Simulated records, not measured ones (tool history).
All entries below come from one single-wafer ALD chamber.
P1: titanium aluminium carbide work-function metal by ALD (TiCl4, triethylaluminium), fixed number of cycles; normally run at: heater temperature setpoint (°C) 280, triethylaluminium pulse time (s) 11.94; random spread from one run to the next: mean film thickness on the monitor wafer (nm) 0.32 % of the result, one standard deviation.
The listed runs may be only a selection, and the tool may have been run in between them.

run,hour,heater temperature setpoint (°C),triethylaluminium pulse time (s),hours since the last thermocouple change,hours since the last triethylaluminium bottle change,mean film thickness on the monitor wafer (nm)
1,9.7,280,11.94,1012.6,492.2,1.8876
2,21.1,280,11.94,1024.0,503.6,1.8830
3,37.4,280,11.94,1040.3,519.9,1.8825
4,49.5,280,11.94,1052.4,532.0,1.8911
5,65.9,301,11.94,1068.8,548.4,2.0680
6,75.3,280,11.94,1078.2,557.8,1.8870
7,91.7,280,11.94,1094.6,574.2,1.8789
8,102.3,280,19.33,1105.2,584.8,1.9075
9,112.3,280,5.25,1115.2,594.8,1.6033
10,124.7,292,15.75,1127.6,607.2,2.0239
11,132.2,259,11.94,1135.1,614.7,1.7078
12,149.2,297,7.45,1152.1,631.7,1.9113
13,158.4,280,11.94,1161.3,640.9,1.8881
14,166.8,280,11.94,1169.7,649.3,1.8791
15,179.1,280,11.94,1182.0,661.6,1.8738
16,193.3,280,11.94,1196.2,675.8,1.8705

The next listed run, before its measurement:
17,209.6,280,11.94,1212.5,692.1,?

{"run 17": {"mean film thickness on the monitor wafer (nm)": 1.8578}}
